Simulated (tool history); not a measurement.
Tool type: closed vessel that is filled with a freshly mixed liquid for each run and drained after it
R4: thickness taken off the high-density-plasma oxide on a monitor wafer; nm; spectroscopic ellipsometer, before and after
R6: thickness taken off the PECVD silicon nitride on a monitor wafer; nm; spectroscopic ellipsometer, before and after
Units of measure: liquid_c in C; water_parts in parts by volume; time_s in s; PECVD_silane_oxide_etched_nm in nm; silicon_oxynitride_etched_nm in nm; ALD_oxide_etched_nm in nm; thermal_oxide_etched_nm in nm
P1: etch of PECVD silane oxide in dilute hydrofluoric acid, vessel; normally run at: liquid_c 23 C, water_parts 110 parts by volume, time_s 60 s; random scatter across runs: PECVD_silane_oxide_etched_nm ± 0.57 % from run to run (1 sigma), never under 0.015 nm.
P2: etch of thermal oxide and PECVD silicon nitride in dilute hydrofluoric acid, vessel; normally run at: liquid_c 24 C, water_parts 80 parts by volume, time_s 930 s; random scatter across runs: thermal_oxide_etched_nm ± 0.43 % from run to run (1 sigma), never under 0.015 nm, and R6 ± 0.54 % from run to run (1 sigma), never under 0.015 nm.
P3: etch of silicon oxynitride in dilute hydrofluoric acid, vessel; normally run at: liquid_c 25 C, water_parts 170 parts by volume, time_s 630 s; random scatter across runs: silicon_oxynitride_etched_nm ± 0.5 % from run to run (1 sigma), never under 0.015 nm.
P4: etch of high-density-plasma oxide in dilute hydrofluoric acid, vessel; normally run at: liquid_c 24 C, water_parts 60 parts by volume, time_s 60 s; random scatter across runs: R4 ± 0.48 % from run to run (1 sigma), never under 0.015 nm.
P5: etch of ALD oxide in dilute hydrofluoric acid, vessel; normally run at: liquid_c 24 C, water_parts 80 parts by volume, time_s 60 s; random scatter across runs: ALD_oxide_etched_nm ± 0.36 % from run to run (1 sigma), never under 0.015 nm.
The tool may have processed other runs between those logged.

Run 1, hour 7.2: process P1, liquid_c 23 C, water_parts 110 parts by volume, time_s 60 s. Result: PECVD_silane_oxide_etched_nm 17.489 nm.
Run 2, hour 17.1: process P3, liquid_c 25 C, water_parts 235 parts by volume, time_s 630 s. Result: silicon_oxynitride_etched_nm 4.8234 nm.
Run 3, hour 23.1: process P1, liquid_c 23 C, water_parts 110 parts by volume, time_s 60 s. Result: PECVD_silane_oxide_etched_nm 17.507 nm.
Run 4, hour 32.3: process P1, liquid_c 23 C, water_parts 110 parts by volume, time_s 60 s. Result: PECVD_silane_oxide_etched_nm 17.74 nm.
Run 5, hour 37.8: process P5, liquid_c 24 C, water_parts 80 parts by volume, time_s 30 s. Result: ALD_oxide_etched_nm 3.7931 nm.
Run 6, hour 47.5: process P4, liquid_c 29 C, water_parts 60 parts by volume, time_s 60 s. Result: R4 14.216 nm.
Run 7, hour 54.8: process P4, liquid_c 24 C, water_parts 60 parts by volume, time_s 60 s. Result: R4 11.626 nm.
Run 8, hour 62.2: process P2, liquid_c 18 C, water_parts 80 parts by volume, time_s 930 s. Result: thermal_oxide_etched_nm 47.548 nm, R6 16.14 nm.
Run 9, hour 67.4: process P2, liquid_c 24 C, water_parts 80 parts by volume, time_s 930 s. Result: thermal_oxide_etched_nm 61.353 nm, R6 24.424 nm.
Run 10, hour 77.3: process P5, liquid_c 24 C, water_parts 145 parts by volume, time_s 60 s. Result: ALD_oxide_etched_nm 3.8945 nm.
Run 11, hour 85.4: process P1, liquid_c 23 C, water_parts 110 parts by volume, time_s 60 s. Result: PECVD_silane_oxide_etched_nm 17.855 nm.
Run 12, hour 92: process P1, liquid_c 23 C, water_parts 110 parts by volume, time_s 30 s. Result: PECVD_silane_oxide_etched_nm 8.758 nm.
Run 13, hour 98.3: process P2, liquid_c 24 C, water_parts 80 parts by volume, time_s 930 s. Result: thermal_oxide_etched_nm 60.935 nm, R6 24.344 nm.
Run 14, hour 102.9: process P5, liquid_c 24 C, water_parts 80 parts by volume, time_s 60 s. Result: ALD_oxide_etched_nm 7.6547 nm.
Run 15, hour 109.6: process P2, liquid_c 24 C, water_parts 130 parts by volume, time_s 930 s. Result: thermal_oxide_etched_nm 35.154 nm, R6 15.007 nm.
Run 16, hour 115.8: process P5, liquid_c 17 C, water_parts 80 parts by volume, time_s 60 s. Result: ALD_oxide_etched_nm 5.7387 nm.
Run 17, hour 124.7: process P5, liquid_c 24 C, water_parts 80 parts by volume, time_s 60 s. Result: ALD_oxide_etched_nm 7.6606 nm.
At hour 125.3: thermometer replaced.
Run 18, hour 133.6: process P1, liquid_c 31 C, water_parts 145 parts by volume, time_s 60 s. Result: PECVD_silane_oxide_etched_nm 17.324 nm.
Run 19, hour 140.9: process P1, liquid_c 23 C, water_parts 110 parts by volume, time_s 60 s. Result: PECVD_silane_oxide_etched_nm 17.651 nm.
Run 20, hour 150.3: process P4, liquid_c 24 C, water_parts 20 parts by volume, time_s 60 s. Result: R4 36.376 nm.
Run 21, hour 159.9: process P1, liquid_c 23 C, water_parts 35 parts by volume, time_s 60 s. Result: PECVD_silane_oxide_etched_nm 60.392 nm.
Run 22, hour 168.2: process P1, liquid_c 26 C, water_parts 70 parts by volume, time_s 60 s. Result: PECVD_silane_oxide_etched_nm 32.517 nm.
Run 23, hour 178.1: process P1, liquid_c 17 C, water_parts 110 parts by volume, time_s 60 s. Result: PECVD_silane_oxide_etched_nm 13.735 nm.
Run 24, hour 188.2: process P1, liquid_c 23 C, water_parts 190 parts by volume, time_s 30 s. Result: PECVD_silane_oxide_etched_nm 4.6373 nm.
Run 25, hour 194.3: process P3, liquid_c 25 C, water_parts 170 parts by volume, time_s 30 s. Result: silicon_oxynitride_etched_nm 0.33252 nm.
Run 26, hour 203.4: process P4, liquid_c 24 C, water_parts 60 parts by volume, time_s 30 s. Result: R4 5.8704 nm.
Run 27, hour 213.5: process P1, liquid_c 23 C, water_parts 110 parts by volume, time_s 110 s. Result: PECVD_silane_oxide_etched_nm 32.021 nm.
Run 28, hour 223.5: process P2, liquid_c 24 C, water_parts 80 parts by volume, time_s 515 s. Result: thermal_oxide_etched_nm 33.814 nm, R6 13.36 nm.
Run 29, hour 228.4: process P3, liquid_c 25 C, water_parts 170 parts by volume, time_s 630 s. Result: silicon_oxynitride_etched_nm 7.0927 nm.
Run 30, hour 238.2: process P1, liquid_c 23 C, water_parts 150 parts by volume, time_s 60 s. Result: PECVD_silane_oxide_etched_nm 12.248 nm.
Run 31, hour 244.8: process P1, liquid_c 29.5 C, water_parts 110 parts by volume, time_s 60 s. Result: PECVD_silane_oxide_etched_nm 22.683 nm.
Run 32, hour 250.7: process P1, liquid_c 23 C, water_parts 110 parts by volume, time_s 60 s. Result: PECVD_silane_oxide_etched_nm 17.715 nm.
Run 33, hour 255.5: process P3, liquid_c 33 C, water_parts 170 parts by volume, time_s 630 s. Result: silicon_oxynitride_etched_nm 9.9631 nm.
Run 34, hour 264.3: process P1, liquid_c 23 C, water_parts 110 parts by volume, time_s 60 s. Result: PECVD_silane_oxide_etched_nm 17.572 nm.
Run 35, hour 274.6: process P1, liquid_c 23 C, water_parts 110 parts by volume, time_s 60 s. Result: PECVD_silane_oxide_etched_nm 17.923 nm.
Run 36, hour 283.4: process P1, liquid_c 23 C, water_parts 110 parts by volume, time_s 60 s. Result: PECVD_silane_oxide_etched_nm 18.248 nm.
Run 37, hour 292.9: process P1, liquid_c 23 C, water_parts 110 parts by volume, time_s 60 s. Result: PECVD_silane_oxide_etched_nm 18.475 nm.
Run 38, hour 301.3: process P1, liquid_c 23 C, water_parts 110 parts by volume, time_s 60 s. Result: PECVD_silane_oxide_etched_nm 18.563 nm.
Run 39, hour 309.4: process P1, liquid_c 23 C, water_parts 110 parts by volume, time_s 60 s. Result: PECVD_silane_oxide_etched_nm 18.778 nm.
Run 40, hour 316: process P1, liquid_c 23 C, water_parts 110 parts by volume, time_s 60 s. Result: PECVD_silane_oxide_etched_nm 18.846 nm.
Run 41, hour 324: process P1, liquid_c 23 C, water_parts 110 parts by volume, time_s 60 s. Result: PECVD_silane_oxide_etched_nm 18.582 nm.
Run 42, hour 330.6: process P1, liquid_c 23 C, water_parts 110 parts by volume, time_s 60 s. Result: PECVD_silane_oxide_etched_nm 18.688 nm.
Run 43, hour 339: process P1, liquid_c 23 C, water_parts 110 parts by volume, time_s 60 s. Result: PECVD_silane_oxide_etched_nm 18.771 nm.
Run 44, hour 344.2: process P1, liquid_c 23 C, water_parts 110 parts by volume, time_s 60 s. Result: PECVD_silane_oxide_etched_nm 18.786 nm.
Run 45, hour 350.7: process P1, liquid_c 23 C, water_parts 110 parts by volume, time_s 60 s. Result: PECVD_silane_oxide_etched_nm 18.864 nm.

Something has made what P1 gives creep away from where it was; the 2 causes below, each at its own stated size, fit the log equally well:
A: liquid hotter than its thermometer reads (K) = 1.73
B: hydrofluoric acid flow above the setpoint (%) = 6.21
The drift started at roughly hour 264.3.

Of the 4 check runs listed below, each run on one wafer and each result written as a question mark, which would let you distinguish the listed causes because they would give clearly different results?
Run check 1, hour 357.2: process P4, liquid_c 24 C, water_parts 60 parts by volume, time_s 60 s. Result: R4 ?.
Run check 2, hour 357.2: process P3, liquid_c 25 C, water_parts 170 parts by volume, time_s 630 s. Result: silicon_oxynitride_etched_nm ?.
Run check 3, hour 357.2: process P5, liquid_c 24 C, water_parts 80 parts by volume, time_s 60 s. Result: ALD_oxide_etched_nm ?.
Run check 4, hour 357.2: process P2, liquid_c 24 C, water_parts 80 parts by volume, time_s 930 s. Result: thermal_oxide_etched_nm ?, R6 ?.

If the cause were each of the candidates in turn, the checks would give the following:
  check                        result    if A    if B
check 1                            R4  12.503  12.438
check 2  silicon_oxynitride_etched_nm  7.6439  7.5771
check 3           ALD_oxide_etched_nm  8.1736  8.1507
check 4       thermal_oxide_etched_nm  65.388  65.205
check 4                            R6  27.076   25.63
Separation of the two closest causes in each check, using whichever result separates them best: check 1 0.53 %; check 2 0.88 %; check 3 0.28 %; check 4 5.49 %
The other checks would show nearly matching results whichever cause is true, so check 4 is the only one that separates the causes.

With check 4 done, the readings were: thermal_oxide_etched_nm 64.912 nm; R6 25.612 nm. Identify which of the listed causes applies.

The cause is B: hydrofluoric acid flow above the setpoint (%).
